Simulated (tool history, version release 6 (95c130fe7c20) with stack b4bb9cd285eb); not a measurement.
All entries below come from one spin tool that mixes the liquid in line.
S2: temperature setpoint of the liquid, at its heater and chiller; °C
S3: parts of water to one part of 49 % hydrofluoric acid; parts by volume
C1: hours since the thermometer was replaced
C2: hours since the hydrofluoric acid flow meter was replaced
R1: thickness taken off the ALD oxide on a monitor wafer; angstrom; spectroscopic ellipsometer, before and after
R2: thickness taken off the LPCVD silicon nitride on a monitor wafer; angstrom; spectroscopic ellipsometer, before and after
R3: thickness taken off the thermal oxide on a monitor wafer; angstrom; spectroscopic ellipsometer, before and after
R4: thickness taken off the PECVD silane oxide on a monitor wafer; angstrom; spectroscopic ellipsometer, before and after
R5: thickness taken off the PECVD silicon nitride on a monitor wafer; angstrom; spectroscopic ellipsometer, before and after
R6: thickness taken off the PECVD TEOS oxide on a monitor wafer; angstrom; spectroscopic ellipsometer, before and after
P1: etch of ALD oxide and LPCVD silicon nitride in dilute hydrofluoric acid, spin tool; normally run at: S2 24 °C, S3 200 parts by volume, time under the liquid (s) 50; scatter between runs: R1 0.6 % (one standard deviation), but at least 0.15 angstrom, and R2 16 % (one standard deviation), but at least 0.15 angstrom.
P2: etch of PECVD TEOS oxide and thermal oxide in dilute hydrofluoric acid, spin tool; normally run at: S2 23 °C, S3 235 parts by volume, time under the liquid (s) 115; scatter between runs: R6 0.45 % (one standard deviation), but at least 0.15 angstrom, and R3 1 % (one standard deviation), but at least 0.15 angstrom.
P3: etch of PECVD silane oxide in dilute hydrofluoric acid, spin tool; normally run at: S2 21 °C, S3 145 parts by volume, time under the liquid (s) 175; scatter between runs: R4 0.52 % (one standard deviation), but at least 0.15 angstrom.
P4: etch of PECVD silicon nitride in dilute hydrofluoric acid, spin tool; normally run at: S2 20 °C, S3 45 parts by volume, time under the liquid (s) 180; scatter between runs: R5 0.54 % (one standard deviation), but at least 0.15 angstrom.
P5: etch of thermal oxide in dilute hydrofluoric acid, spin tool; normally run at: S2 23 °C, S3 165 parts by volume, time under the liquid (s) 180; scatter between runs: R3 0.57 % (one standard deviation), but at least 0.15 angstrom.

{"run": 1, "day": 0.433, "process that ran": "P1", "S2": 24, "S3": 200, "time under the liquid (s)": 50, "C1": 358, "C2": 1023.7, "R1": 50.855, "R2": 1.8493}
{"run": 2, "day": 0.829, "process that ran": "P5", "S2": 23, "S3": 165, "time under the liquid (s)": 180, "C1": 367.5, "C2": 1033.2, "R3": 45.482}
{"run": 3, "day": 1.312, "process that ran": "P1", "S2": 24, "S3": 200, "time under the liquid (s)": 85, "C1": 379.1, "C2": 1044.8, "R1": 86.409, "R2": 2.0754}
{"run": 4, "day": 1.796, "process that ran": "P3", "S2": 27, "S3": 145, "time under the liquid (s)": 175, "C1": 390.7, "C2": 1056.4, "R4": 595.18}
{"run": 5, "day": 2.05, "process that ran": "P1", "S2": 24, "S3": 200, "time under the liquid (s)": 50, "C1": 396.8, "C2": 1062.5, "R1": 51.661, "R2": 1.0133}
{"run": 6, "day": 2.421, "process that ran": "P1", "S2": 24, "S3": 200, "time under the liquid (s)": 50, "C1": 405.7, "C2": 1071.4, "R1": 51.275, "R2": 1.297}
{"run": 7, "day": 2.812, "process that ran": "P1", "S2": 24, "S3": 200, "time under the liquid (s)": 50, "C1": 415.1, "C2": 1080.8, "R1": 50.644, "R2": 1.001}
{"run": 8, "day": 3.279, "process that ran": "P4", "S2": 20, "S3": 45, "time under the liquid (s)": 90, "C1": 426.3, "C2": 1092, "R5": 25.58}
{"run": 9, "day": 3.667, "process that ran": "P2", "S2": 23, "S3": 235, "time under the liquid (s)": 115, "C1": 435.6, "C2": 1101.3, "R3": 20.194, "R6": 52.648}
{"run": 10, "day": 3.958, "process that ran": "P4", "S2": 20, "S3": 45, "time under the liquid (s)": 180, "C1": 442.6, "C2": 1108.3, "R5": 51.216}
{"run": 11, "day": 4.388, "process that ran": "P3", "S2": 21, "S3": 145, "time under the liquid (s)": 260, "C1": 452.9, "C2": 1118.6, "R4": 703.67}
{"run": 12, "day": 4.762, "process that ran": "P1", "S2": 24, "S3": 295, "time under the liquid (s)": 50, "C1": 461.9, "C2": 1127.6, "R1": 31.525, "R2": 0.57714}
{"run": 13, "day": 5.083, "process that ran": "P4", "S2": 28, "S3": 45, "time under the liquid (s)": 180, "C1": 469.6, "C2": 1135.3, "R5": 88.802}
{"run": 14, "day": 5.575, "process that ran": "P1", "S2": 24, "S3": 105, "time under the liquid (s)": 50, "C1": 481.4, "C2": 1147.1, "R1": 106.93, "R2": 2.2348}
{"run": 15, "day": 5.983, "process that ran": "P1", "S2": 24, "S3": 200, "time under the liquid (s)": 50, "C1": 491.2, "C2": 1156.9, "R1": 51.292, "R2": 1.0652}
{"day": 6.183, "done": "thermometer replaced"}
{"run": 16, "day": 6.279, "process that ran": "P1", "S2": 17, "S3": 200, "time under the liquid (s)": 15, "C1": 2.3, "C2": 1164, "R1": 11.708, "R2": 0.16298}
{"run": 17, "day": 6.704, "process that ran": "P1", "S2": 32, "S3": 200, "time under the liquid (s)": 50, "C1": 12.5, "C2": 1174.2, "R1": 67.604, "R2": 2.0983}
{"run": 18, "day": 7.062, "process that ran": "P1", "S2": 24, "S3": 340, "time under the liquid (s)": 70, "C1": 21.1, "C2": 1182.8, "R1": 36.416, "R2": 1.1485}
{"run": 19, "day": 7.288, "process that ran": "P4", "S2": 20, "S3": 65, "time under the liquid (s)": 180, "C1": 26.5, "C2": 1188.2, "R5": 36.414}
{"run": 20, "day": 7.538, "process that ran": "P2", "S2": 23, "S3": 235, "time under the liquid (s)": 25, "C1": 32.5, "C2": 1194.2, "R3": 4.3648, "R6": 11.589}
{"run": 21, "day": 7.942, "process that ran": "P2", "S2": 28.5, "S3": 235, "time under the liquid (s)": 115, "C1": 42.2, "C2": 1203.9, "R3": 24.155, "R6": 63.69}
{"run": 22, "day": 8.221, "process that ran": "P2", "S2": 23, "S3": 40, "time under the liquid (s)": 115, "C1": 48.9, "C2": 1210.6, "R3": 147.61, "R6": 388.42}
{"run": 23, "day": 8.554, "process that ran": "P1", "S2": 17, "S3": 200, "time under the liquid (s)": 50, "C1": 56.9, "C2": 1218.6, "R1": 39.581, "R2": 0.98242}
{"run": 24, "day": 9.054, "process that ran": "P1", "S2": 24, "S3": 200, "time under the liquid (s)": 15, "C1": 68.9, "C2": 1230.6, "R1": 15.312, "R2": 0.48282}
{"run": 25, "day": 9.438, "process that ran": "P5", "S2": 18, "S3": 165, "time under the liquid (s)": 180, "C1": 78.1, "C2": 1239.8, "R3": 37.633}
{"run": 26, "day": 9.683, "process that ran": "P1", "S2": 24, "S3": 70, "time under the liquid (s)": 20, "C1": 84, "C2": 1245.7, "R1": 67.612, "R2": 1.4723}
{"run": 27, "day": 9.962, "process that ran": "P5", "S2": 23, "S3": 90, "time under the liquid (s)": 180, "C1": 90.7, "C2": 1252.4, "R3": 91.139}
{"run": 28, "day": 10.312, "process that ran": "P5", "S2": 23, "S3": 165, "time under the liquid (s)": 60, "C1": 99.1, "C2": 1260.8, "R3": 15.266}
{"run": 29, "day": 10.762, "process that ran": "P5", "S2": 23, "S3": 165, "time under the liquid (s)": 180, "C1": 109.9, "C2": 1271.6, "R3": 45.293}
{"run": 30, "day": 11.146, "process that ran": "P3", "S2": 21, "S3": 145, "time under the liquid (s)": 175, "C1": 119.1, "C2": 1280.8, "R4": 473.21}
{"run": 31, "day": 11.454, "process that ran": "P3", "S2": 21, "S3": 205, "time under the liquid (s)": 175, "C1": 126.5, "C2": 1288.2, "R4": 315.31}
{"run": 32, "day": 11.925, "process that ran": "P3", "S2": 21, "S3": 145, "time under the liquid (s)": 175, "C1": 137.8, "C2": 1299.5, "R4": 474.68}
{"run": 33, "day": 12.217, "process that ran": "P1", "S2": 24, "S3": 200, "time under the liquid (s)": 50, "C1": 144.8, "C2": 1306.5, "R1": 50.878, "R2": 0.92871}
{"run": 34, "day": 12.438, "process that ran": "P1", "S2": 24, "S3": 200, "time under the liquid (s)": 50, "C1": 150.1, "C2": 1311.8, "R1": 50.632, "R2": 1.3278}
{"run": 35, "day": 12.738, "process that ran": "P1", "S2": 24, "S3": 200, "time under the liquid (s)": 50, "C1": 157.3, "C2": 1319, "R1": 49.714, "R2": 1.2486}
{"run": 36, "day": 13.208, "process that ran": "P1", "S2": 24, "S3": 200, "time under the liquid (s)": 50, "C1": 168.6, "C2": 1330.3, "R1": 49.05, "R2": 1.0509}
{"run": 37, "day": 13.571, "process that ran": "P1", "S2": 24, "S3": 200, "time under the liquid (s)": 50, "C1": 177.3, "C2": 1339, "R1": 48.661, "R2": 1.0783}
{"run": 38, "day": 14.058, "process that ran": "P1", "S2": 24, "S3": 200, "time under the liquid (s)": 50, "C1": 189, "C2": 1350.7, "R1": 48.191, "R2": 1.0614}
{"run": 39, "day": 14.275, "process that ran": "P1", "S2": 24, "S3": 200, "time under the liquid (s)": 50, "C1": 194.2, "C2": 1355.9, "R1": 47.85, "R2": 1.3821}
{"run": 40, "day": 14.7, "process that ran": "P1", "S2": 24, "S3": 200, "time under the liquid (s)": 50, "C1": 204.4, "C2": 1366.1, "R1": 47.545, "R2": 1.4343}
{"run": 41, "day": 15.192, "process that ran": "P1", "S2": 24, "S3": 200, "time under the liquid (s)": 50, "C1": 216.2, "C2": 1377.9, "R1": 48.345, "R2": 0.66694}
{"run": 42, "day": 15.458, "process that ran": "P1", "S2": 24, "S3": 200, "time under the liquid (s)": 50, "C1": 222.6, "C2": 1384.3, "R1": 47.615, "R2": 1.1702}
{"run": 43, "day": 15.892, "process that ran": "P1", "S2": 24, "S3": 200, "time under the liquid (s)": 50, "C1": 233, "C2": 1394.7, "R1": 47.445, "R2": 1.0677}
{"run": 44, "day": 16.342, "process that ran": "P1", "S2": 24, "S3": 200, "time under the liquid (s)": 50, "C1": 243.8, "C2": 1405.5, "R1": 47.724, "R2": 1.2072}

Something has made what P1 gives creep away from where it was; the 2 causes below, each at its own stated size, fit the log equally well:
A: liquid colder than its thermometer reads (K) = 1.85
B: hydrofluoric acid flow below the setpoint (%) = 5.49
The drift started at roughly day 12.217.

Listed below are the offered check runs, one wafer per run, with question marks in place of results. For which of them would the causes give clearly different outcomes?
{"run": "check 1", "day": 16.792, "process that ran": "P3", "S2": 21, "S3": 145, "time under the liquid (s)": 175, "R4": "?"}
{"run": "check 2", "day": 16.792, "process that ran": "P5", "S2": 23, "S3": 165, "time under the liquid (s)": 180, "R3": "?"}
{"run": "check 3", "day": 16.792, "process that ran": "P4", "S2": 20, "S3": 45, "time under the liquid (s)": 180, "R5": "?"}
{"run": "check 4", "day": 16.792, "process that ran": "P2", "S2": 23, "S3": 235, "time under the liquid (s)": 115, "R3": "?", "R6": "?"}

Outcome of each check run for each possible cause:
check=check_1 result=R4 if_A=438.59 if_B=442.28
check=check_2 result=R3 if_A=42.37 if_B=42.563
check=check_3 result=R5 if_A=45.365 if_B=48.895
check=check_4 result=R3 if_A=18.666 if_B=18.632
check=check_4 result=R6 if_A=49.239 if_B=49.149
Per check, the gap between the least separated pair of causes, taken in the result that splits them most: check 1 0.84 %; check 2 0.45 %; check 3 7.49 %; check 4 0.18 %
Check 3 distinguishes between the causes, while the remaining checks would return nearly the same result for all of them.

With check 3 done, the readings were: R5 45.299 angstrom. Identify which of the listed causes applies.

It is A: liquid colder than its thermometer reads (K).
